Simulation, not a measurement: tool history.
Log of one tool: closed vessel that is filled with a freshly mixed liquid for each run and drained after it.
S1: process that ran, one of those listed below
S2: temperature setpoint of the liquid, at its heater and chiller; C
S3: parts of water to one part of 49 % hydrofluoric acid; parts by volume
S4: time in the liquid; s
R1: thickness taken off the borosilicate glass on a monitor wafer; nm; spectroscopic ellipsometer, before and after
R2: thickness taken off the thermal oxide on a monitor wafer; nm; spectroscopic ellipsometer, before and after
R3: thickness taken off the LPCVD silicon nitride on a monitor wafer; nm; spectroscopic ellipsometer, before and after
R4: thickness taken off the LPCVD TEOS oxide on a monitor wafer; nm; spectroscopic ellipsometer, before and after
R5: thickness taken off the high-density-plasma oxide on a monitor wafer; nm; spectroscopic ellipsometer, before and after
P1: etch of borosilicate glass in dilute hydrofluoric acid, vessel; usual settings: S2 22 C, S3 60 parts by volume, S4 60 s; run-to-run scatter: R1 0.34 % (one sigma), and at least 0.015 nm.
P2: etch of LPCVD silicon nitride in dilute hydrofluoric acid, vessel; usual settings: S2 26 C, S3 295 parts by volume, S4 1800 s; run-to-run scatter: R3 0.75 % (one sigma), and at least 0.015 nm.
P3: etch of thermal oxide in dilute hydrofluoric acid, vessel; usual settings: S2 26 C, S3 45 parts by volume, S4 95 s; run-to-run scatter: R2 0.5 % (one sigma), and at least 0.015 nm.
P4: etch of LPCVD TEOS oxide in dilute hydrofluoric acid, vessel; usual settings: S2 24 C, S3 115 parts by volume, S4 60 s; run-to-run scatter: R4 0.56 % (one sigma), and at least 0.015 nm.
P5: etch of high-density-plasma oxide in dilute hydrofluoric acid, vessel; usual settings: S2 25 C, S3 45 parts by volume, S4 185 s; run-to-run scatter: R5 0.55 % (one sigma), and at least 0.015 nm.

run	hour	S1	S2	S3	S4	R1	R2	R3	R4	R5
1	7	P1	22	60	60	22.405				
2	13.4	P3	26	45	95		11.362			
3	23.9	P2	30.5	295	1800			4.8165		
4	30.2	P3	26	45	95		11.244			
5	42.8	P3	18	45	95		8.0833			
6	48.7	P1	22	60	60	22.489				
7	57.6	P1	17	60	60	18.183				
# hour 58.1: hydrofluoric acid flow meter replaced
8	65.6	P1	22	60	60	22.492				
9	73.3	P2	26	295	1800			3.7022		
# hour 74.4: thermometer replaced
10	80.7	P1	22	60	30	11.282				
11	91.1	P1	22	60	60	22.47				
12	102.4	P1	25.5	60	60	26.059				
13	109.2	P1	22	25	60	56.67				
14	115.3	P4	24	115	60				12.31	
15	123.1	P2	26	545	1800			1.991		
16	132.7	P2	26	295	3560			7.3519		
17	142.6	P1	22	110	60	11.545				
18	156.2	P1	22	30	30	23.332				
19	169.2	P4	31.5	115	60				16.263	
20	176	P5	33.5	45	185					51.642
21	188.9	P1	22	60	60	22.45				
22	201.3	P4	24	45	60				34.114	
23	209.5	P5	25	75	185					21.104
24	219.2	P4	24	115	60				12.308	
25	226.9	P2	26	295	1800			3.7435		
26	236.2	P3	26	45	40		4.7422			
27	244.5	P5	25	45	280					55.419
28	251	P5	25	45	185					36.632
29	262.9	P1	22	60	95	35.578				
30	271.4	P1	22	60	60	22.588				
31	283.3	P1	26	60	85	37.293				
32	290.7	P3	26	65	95		7.6488			
33	300.1	P4	24	115	115				23.372	
34	313.1	P1	22	60	60	22.432				
35	321.4	P1	22	60	60	23.308				
36	329.9	P1	22	60	60	23.839				
37	339.7	P1	22	60	60	24.074				
38	352.8	P1	22	60	60	24.29				
39	363.6	P1	22	60	60	24.274				
40	376.4	P1	22	60	60	24.519				
41	385.1	P1	22	60	60	24.366				
42	391.7	P1	22	60	60	24.557				

What P1 gives has crept away from where it was. These 2 causes fit the log equally well, each at the size given:
A: liquid hotter than its thermometer reads (K) = 2.08
B: hydrofluoric acid flow above the setpoint (%) = 8.27
The creep began at about hour 313.1.

4 check runs are offered, each on 2 wafers whose results are averaged, their results left as question marks. Which one tells the causes apart?
check 1	398.3	P4	24	115	60				?	
check 2	398.3	P2	26	295	1800			?		
check 3	398.3	P5	25	45	185					?
check 4	398.3	P3	26	45	95		?			

What each check would give under each cause:
check	result	if A	if B
check 1	R4	13.246	13.37
check 2	R3	4.1901	4.011
check 3	R5	39.893	39.879
check 4	R2	12.229	12.234
How far apart the two closest causes lie, in the result that separates them most: check 1 0.93 %; check 2 4.37 %; check 3 0.04 %; check 4 0.04 %
Check 2 tells the causes apart: in the others they would give nearly the same result.

Then check 2 was run and gave: R3 4.0211 nm. Which cause is it?

It is B: hydrofluoric acid flow above the setpoint (%).
